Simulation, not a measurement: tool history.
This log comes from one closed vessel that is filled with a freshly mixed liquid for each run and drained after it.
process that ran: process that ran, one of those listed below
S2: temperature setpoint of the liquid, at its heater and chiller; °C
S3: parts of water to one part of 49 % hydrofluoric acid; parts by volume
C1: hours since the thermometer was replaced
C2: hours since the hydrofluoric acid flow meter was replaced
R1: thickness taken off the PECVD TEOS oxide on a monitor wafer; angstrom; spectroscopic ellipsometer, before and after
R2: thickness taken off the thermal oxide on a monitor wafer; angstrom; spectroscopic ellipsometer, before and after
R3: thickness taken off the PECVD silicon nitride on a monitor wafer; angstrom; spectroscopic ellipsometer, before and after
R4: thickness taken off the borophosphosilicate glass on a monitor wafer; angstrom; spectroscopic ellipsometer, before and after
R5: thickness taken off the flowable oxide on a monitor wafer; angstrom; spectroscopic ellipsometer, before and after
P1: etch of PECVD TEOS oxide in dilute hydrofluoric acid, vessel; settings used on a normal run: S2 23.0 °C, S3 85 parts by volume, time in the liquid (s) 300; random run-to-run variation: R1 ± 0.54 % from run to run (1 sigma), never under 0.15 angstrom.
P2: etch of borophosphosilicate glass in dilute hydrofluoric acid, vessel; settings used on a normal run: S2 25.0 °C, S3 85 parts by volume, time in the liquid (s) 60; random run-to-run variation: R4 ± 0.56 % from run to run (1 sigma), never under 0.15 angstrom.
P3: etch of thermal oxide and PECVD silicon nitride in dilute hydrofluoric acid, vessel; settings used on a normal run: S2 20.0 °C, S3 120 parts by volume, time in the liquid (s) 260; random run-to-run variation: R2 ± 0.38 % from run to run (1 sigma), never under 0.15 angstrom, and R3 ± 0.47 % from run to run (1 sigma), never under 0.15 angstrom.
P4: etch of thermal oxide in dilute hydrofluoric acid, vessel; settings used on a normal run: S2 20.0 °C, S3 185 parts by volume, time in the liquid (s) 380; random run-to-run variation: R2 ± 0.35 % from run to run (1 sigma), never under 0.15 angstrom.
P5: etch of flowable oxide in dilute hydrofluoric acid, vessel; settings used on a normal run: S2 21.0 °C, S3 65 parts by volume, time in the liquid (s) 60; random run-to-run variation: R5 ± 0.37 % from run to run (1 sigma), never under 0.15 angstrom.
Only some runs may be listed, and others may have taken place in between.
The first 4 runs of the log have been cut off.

run 5 hour=45.4 | process_that_ran=P3 S2=20.0 S3=120 time_in_the_liquid_(s)=260 | C1=1353.3 C2=325.9 | R2=90.301 R3=57.452
run 6 hour=53.8 | process_that_ran=P1 S2=23.0 S3=135 time_in_the_liquid_(s)=70 | C1=1361.7 C2=334.3 | R1=52.349
run 7 hour=61.4 | process_that_ran=P2 S2=25.0 S3=115 time_in_the_liquid_(s)=60 | C1=1369.3 C2=341.9 | R4=250.64
run 8 hour=71.5 | process_that_ran=P5 S2=21.0 S3=65 time_in_the_liquid_(s)=60 | C1=1379.4 C2=352.0 | R5=213.99
run 9 hour=79.4 | process_that_ran=P2 S2=25.0 S3=85 time_in_the_liquid_(s)=30 | C1=1387.3 C2=359.9 | R4=175.01
run 10 hour=85.3 | process_that_ran=P1 S2=19.0 S3=85 time_in_the_liquid_(s)=300 | C1=1393.2 C2=365.8 | R1=318.730
run 11 hour=96.4 | process_that_ran=P2 S2=25.0 S3=85 time_in_the_liquid_(s)=60 | C1=1404.3 C2=376.9 | R4=348.52
run 12 hour=103.9 | process_that_ran=P3 S2=20.0 S3=120 time_in_the_liquid_(s)=100 | C1=1411.8 C2=384.4 | R2=34.709 R3=22.095
run 13 hour=113.4 | process_that_ran=P1 S2=23.0 S3=85 time_in_the_liquid_(s)=300 | C1=1421.3 C2=393.9 | R1=378.270
run 14 hour=119.0 | process_that_ran=P3 S2=28.0 S3=120 time_in_the_liquid_(s)=260 | C1=1426.9 C2=399.5 | R2=123.480 R3=97.323
run 15 hour=123.8 | process_that_ran=P4 S2=20.0 S3=185 time_in_the_liquid_(s)=550 | C1=1431.7 C2=404.3 | R2=109.250
run 16 hour=131.7 | process_that_ran=P1 S2=27.5 S3=85 time_in_the_liquid_(s)=300 | C1=1439.6 C2=412.2 | R1=455.010
run 17 hour=137.6 | process_that_ran=P4 S2=27.5 S3=185 time_in_the_liquid_(s)=380 | C1=1445.5 C2=418.1 | R2=99.548
run 18 hour=144.0 | process_that_ran=P5 S2=21.0 S3=25 time_in_the_liquid_(s)=60 | C1=1451.9 C2=424.5 | R5=581.97
run 19 hour=151.0 | process_that_ran=P1 S2=23.0 S3=145 time_in_the_liquid_(s)=300 | C1=1458.9 C2=431.5 | R1=208.240
-- hour=153.9 hydrofluoric acid flow meter replaced
run 20 hour=161.6 | process_that_ran=P4 S2=20.0 S3=295 time_in_the_liquid_(s)=380 | C1=1469.5 C2=7.7 | R2=42.449
run 21 hour=167.9 | process_that_ran=P1 S2=23.0 S3=85 time_in_the_liquid_(s)=300 | C1=1475.8 C2=14.0 | R1=376.950
run 22 hour=178.7 | process_that_ran=P5 S2=17.0 S3=65 time_in_the_liquid_(s)=60 | C1=1486.6 C2=24.8 | R5=180.76
run 23 hour=189.3 | process_that_ran=P1 S2=23.0 S3=25 time_in_the_liquid_(s)=300 | C1=1497.2 C2=35.4 | R1=1392.000
run 24 hour=194.1 | process_that_ran=P2 S2=25.0 S3=85 time_in_the_liquid_(s)=60 | C1=1502.0 C2=40.2 | R4=351.68
run 25 hour=203.9 | process_that_ran=P3 S2=20.0 S3=20 time_in_the_liquid_(s)=260 | C1=1511.8 C2=50.0 | R2=609.390 R3=325.320
run 26 hour=209.7 | process_that_ran=P1 S2=23.0 S3=85 time_in_the_liquid_(s)=300 | C1=1517.6 C2=55.8 | R1=380.380
run 27 hour=219.5 | process_that_ran=P1 S2=23.0 S3=85 time_in_the_liquid_(s)=65 | C1=1527.4 C2=65.6 | R1=81.798
run 28 hour=226.3 | process_that_ran=P5 S2=21.0 S3=65 time_in_the_liquid_(s)=105 | C1=1534.2 C2=72.4 | R5=376.87

Run 29 has not been measured yet. What should we expect?
run 29 hour=233.1 | process_that_ran=P4 S2=20.0 S3=185 time_in_the_liquid_(s)=380 | C1=1541.0 C2=79.2 | R2=?

{"run 29": {"R2": 75.514}}

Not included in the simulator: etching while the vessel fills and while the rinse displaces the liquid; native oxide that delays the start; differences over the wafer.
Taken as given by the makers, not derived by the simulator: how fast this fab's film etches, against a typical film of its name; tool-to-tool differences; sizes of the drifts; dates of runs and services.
